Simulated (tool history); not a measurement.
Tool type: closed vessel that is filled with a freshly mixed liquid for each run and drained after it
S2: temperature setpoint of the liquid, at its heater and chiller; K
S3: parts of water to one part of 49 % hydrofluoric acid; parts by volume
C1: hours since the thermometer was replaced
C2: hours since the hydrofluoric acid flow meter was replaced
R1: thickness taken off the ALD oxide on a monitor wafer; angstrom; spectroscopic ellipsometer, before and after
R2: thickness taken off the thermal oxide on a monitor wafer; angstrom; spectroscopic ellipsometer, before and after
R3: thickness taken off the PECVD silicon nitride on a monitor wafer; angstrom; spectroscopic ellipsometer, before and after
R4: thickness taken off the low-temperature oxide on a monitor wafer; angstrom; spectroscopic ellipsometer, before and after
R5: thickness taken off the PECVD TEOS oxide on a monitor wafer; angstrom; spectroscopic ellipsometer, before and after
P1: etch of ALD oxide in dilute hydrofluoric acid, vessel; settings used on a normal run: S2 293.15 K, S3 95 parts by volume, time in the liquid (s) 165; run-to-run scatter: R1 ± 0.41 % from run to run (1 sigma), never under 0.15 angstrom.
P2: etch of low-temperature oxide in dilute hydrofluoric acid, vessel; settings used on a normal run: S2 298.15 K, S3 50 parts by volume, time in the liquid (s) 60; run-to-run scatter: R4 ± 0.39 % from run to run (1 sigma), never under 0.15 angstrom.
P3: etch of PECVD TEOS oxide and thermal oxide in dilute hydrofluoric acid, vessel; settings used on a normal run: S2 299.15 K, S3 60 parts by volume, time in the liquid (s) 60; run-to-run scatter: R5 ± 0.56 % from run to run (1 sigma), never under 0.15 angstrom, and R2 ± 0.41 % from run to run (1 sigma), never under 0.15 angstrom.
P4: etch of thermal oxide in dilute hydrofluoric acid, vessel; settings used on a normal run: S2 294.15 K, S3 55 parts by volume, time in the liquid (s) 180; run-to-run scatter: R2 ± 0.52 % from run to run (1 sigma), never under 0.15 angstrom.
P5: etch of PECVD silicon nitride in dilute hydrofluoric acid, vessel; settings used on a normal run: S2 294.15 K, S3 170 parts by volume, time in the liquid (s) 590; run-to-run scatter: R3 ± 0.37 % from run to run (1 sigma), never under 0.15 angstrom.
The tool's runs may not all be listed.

run 1 hour=14.3 | process_that_ran=P1 S2=293.15 S3=95 time_in_the_liquid_(s)=165 | C1=708.9 C2=93.1 | R1=192.760
run 2 hour=24.3 | process_that_ran=P4 S2=294.15 S3=55 time_in_the_liquid_(s)=355 | C1=718.9 C2=103.1 | R2=291.280
run 3 hour=35.6 | process_that_ran=P1 S2=293.15 S3=95 time_in_the_liquid_(s)=165 | C1=730.2 C2=114.4 | R1=192.650
run 4 hour=48.1 | process_that_ran=P5 S2=294.15 S3=30 time_in_the_liquid_(s)=590 | C1=742.7 C2=126.9 | R3=338.200
run 5 hour=60.7 | process_that_ran=P1 S2=293.15 S3=95 time_in_the_liquid_(s)=330 | C1=755.3 C2=139.5 | R1=386.880
run 6 hour=70.0 | process_that_ran=P2 S2=298.15 S3=50 time_in_the_liquid_(s)=30 | C1=764.6 C2=148.8 | R4=117.50
run 7 hour=78.2 | process_that_ran=P3 S2=293.65 S3=60 time_in_the_liquid_(s)=60 | C1=772.8 C2=157.0 | R2=43.056 R5=168.70
run 8 hour=94.5 | process_that_ran=P1 S2=293.15 S3=140 time_in_the_liquid_(s)=165 | C1=789.1 C2=173.3 | R1=125.380
run 9 hour=109.5 | process_that_ran=P1 S2=299.65 S3=50 time_in_the_liquid_(s)=165 | C1=804.1 C2=188.3 | R1=503.210
run 10 hour=123.1 | process_that_ran=P1 S2=293.15 S3=50 time_in_the_liquid_(s)=165 | C1=817.7 C2=201.9 | R1=386.100
run 11 hour=140.5 | process_that_ran=P1 S2=293.15 S3=95 time_in_the_liquid_(s)=165 | C1=835.1 C2=219.3 | R1=194.530
run 12 hour=151.2 | process_that_ran=P1 S2=301.15 S3=95 time_in_the_liquid_(s)=165 | C1=845.8 C2=230.0 | R1=265.510
run 13 hour=167.1 | process_that_ran=P5 S2=294.15 S3=170 time_in_the_liquid_(s)=590 | C1=861.7 C2=245.9 | R3=62.636
run 14 hour=182.4 | process_that_ran=P4 S2=294.15 S3=55 time_in_the_liquid_(s)=180 | C1=877.0 C2=261.2 | R2=146.230
run 15 hour=195.7 | process_that_ran=P2 S2=305.65 S3=50 time_in_the_liquid_(s)=60 | C1=890.3 C2=274.5 | R4=315.74
run 16 hour=207.6 | process_that_ran=P1 S2=290.15 S3=95 time_in_the_liquid_(s)=165 | C1=902.2 C2=286.4 | R1=170.110
run 17 hour=218.1 | process_that_ran=P5 S2=294.15 S3=170 time_in_the_liquid_(s)=1005 | C1=912.7 C2=296.9 | R3=106.640
run 18 hour=233.9 | process_that_ran=P2 S2=298.15 S3=50 time_in_the_liquid_(s)=60 | C1=928.5 C2=312.7 | R4=234.42
run 19 hour=250.6 | process_that_ran=P1 S2=296.65 S3=95 time_in_the_liquid_(s)=290 | C1=945.2 C2=329.4 | R1=390.180
run 20 hour=266.8 | process_that_ran=P3 S2=299.15 S3=60 time_in_the_liquid_(s)=30 | C1=961.4 C2=345.6 | R2=27.018 R5=106.04
run 21 hour=275.5 | process_that_ran=P1 S2=293.15 S3=95 time_in_the_liquid_(s)=165 | C1=970.1 C2=354.3 | R1=193.030
run 22 hour=286.0 | process_that_ran=P3 S2=299.15 S3=60 time_in_the_liquid_(s)=60 | C1=980.6 C2=364.8 | R2=54.144 R5=210.81
run 23 hour=297.2 | process_that_ran=P4 S2=294.15 S3=90 time_in_the_liquid_(s)=180 | C1=991.8 C2=376.0 | R2=87.245
run 24 hour=314.4 | process_that_ran=P1 S2=293.15 S3=95 time_in_the_liquid_(s)=30 | C1=1009.0 C2=393.2 | R1=34.725
run 25 hour=324.5 | process_that_ran=P3 S2=299.15 S3=20 time_in_the_liquid_(s)=60 | C1=1019.1 C2=403.3 | R2=170.310 R5=672.70
run 26 hour=339.8 | process_that_ran=P2 S2=298.15 S3=50 time_in_the_liquid_(s)=60 | C1=1034.4 C2=418.6 | R4=236.81
run 27 hour=352.7 | process_that_ran=P3 S2=299.15 S3=60 time_in_the_liquid_(s)=60 | C1=1047.3 C2=431.5 | R2=53.649 R5=211.75
run 28 hour=364.0 | process_that_ran=P1 S2=293.15 S3=95 time_in_the_liquid_(s)=165 | C1=1058.6 C2=442.8 | R1=193.610
run 29 hour=372.6 | process_that_ran=P5 S2=290.15 S3=170 time_in_the_liquid_(s)=590 | C1=1067.2 C2=451.4 | R3=47.887
run 30 hour=383.9 | process_that_ran=P4 S2=294.15 S3=55 time_in_the_liquid_(s)=180 | C1=1078.5 C2=462.7 | R2=147.760
run 31 hour=392.7 | process_that_ran=P4 S2=290.15 S3=55 time_in_the_liquid_(s)=180 | C1=1087.3 C2=471.5 | R2=125.500
run 32 hour=410.9 | process_that_ran=P2 S2=298.15 S3=20 time_in_the_liquid_(s)=60 | C1=1105.5 C2=489.7 | R4=611.28
run 33 hour=421.1 | process_that_ran=P1 S2=293.15 S3=95 time_in_the_liquid_(s)=165 | C1=1115.7 C2=499.9 | R1=194.060
run 34 hour=432.3 | process_that_ran=P1 S2=293.15 S3=95 time_in_the_liquid_(s)=165 | C1=1126.9 C2=511.1 | R1=187.300
run 35 hour=449.2 | process_that_ran=P1 S2=293.15 S3=95 time_in_the_liquid_(s)=165 | C1=1143.8 C2=528.0 | R1=182.590
run 36 hour=459.4 | process_that_ran=P1 S2=293.15 S3=95 time_in_the_liquid_(s)=165 | C1=1154.0 C2=538.2 | R1=179.730
run 37 hour=468.9 | process_that_ran=P1 S2=293.15 S3=95 time_in_the_liquid_(s)=165 | C1=1163.5 C2=547.7 | R1=179.370
run 38 hour=477.0 | process_that_ran=P1 S2=293.15 S3=95 time_in_the_liquid_(s)=165 | C1=1171.6 C2=555.8 | R1=178.170
run 39 hour=485.8 | process_that_ran=P1 S2=293.15 S3=95 time_in_the_liquid_(s)=165 | C1=1180.4 C2=564.6 | R1=177.760
run 40 hour=495.9 | process_that_ran=P1 S2=293.15 S3=95 time_in_the_liquid_(s)=165 | C1=1190.5 C2=574.7 | R1=176.840
run 41 hour=508.2 | process_that_ran=P1 S2=293.15 S3=95 time_in_the_liquid_(s)=165 | C1=1202.8 C2=587.0 | R1=176.710
run 42 hour=520.6 | process_that_ran=P1 S2=293.15 S3=95 time_in_the_liquid_(s)=165 | C1=1215.2 C2=599.4 | R1=176.780

What P1 gives has crept away from where it was. These 2 causes fit the log equally well, each at the size given:
A: hydrofluoric acid flow below the setpoint (%) = 7.48
B: liquid colder than its thermometer reads (K) = 2.08
The creep began at about hour 421.1.

Question marks stand in for the results of the 4 check runs listed below, each run on one wafer. Under which run would the listed causes show clearly different results?
run check 1 hour=533.0 | process_that_ran=P3 S2=299.15 S3=20 time_in_the_liquid_(s)=30 | R2=? R5=?
run check 2 hour=533.0 | process_that_ran=P4 S2=290.15 S3=55 time_in_the_liquid_(s)=330 | R2=?
run check 3 hour=533.0 | process_that_ran=P5 S2=290.15 S3=60 time_in_the_liquid_(s)=590 | R3=?
run check 4 hour=533.0 | process_that_ran=P2 S2=298.15 S3=25 time_in_the_liquid_(s)=60 | R4=?

Check results expected under each cause:
check=check_1 result=R2 if_A=79.052 if_B=78.500
check=check_1 result=R5 if_A=309.26 if_B=307.10
check=check_2 result=R2 if_A=209.740 if_B=208.030
check=check_3 result=R3 if_A=121.290 if_B=112.750
check=check_4 result=R4 if_A=450.59 if_B=447.47
Separation of the two closest causes in each check, using whichever result separates them best: check 1 0.7 %; check 2 0.82 %; check 3 7.3 %; check 4 0.69 %
Of the check runs offered, only check 3 discriminates between the causes; the rest would read about the same regardless of which cause applies.

After running check 3, the following was obtained: R3 120.870 angstrom. Which cause does this point to?

It was cause A: hydrofluoric acid flow below the setpoint (%).
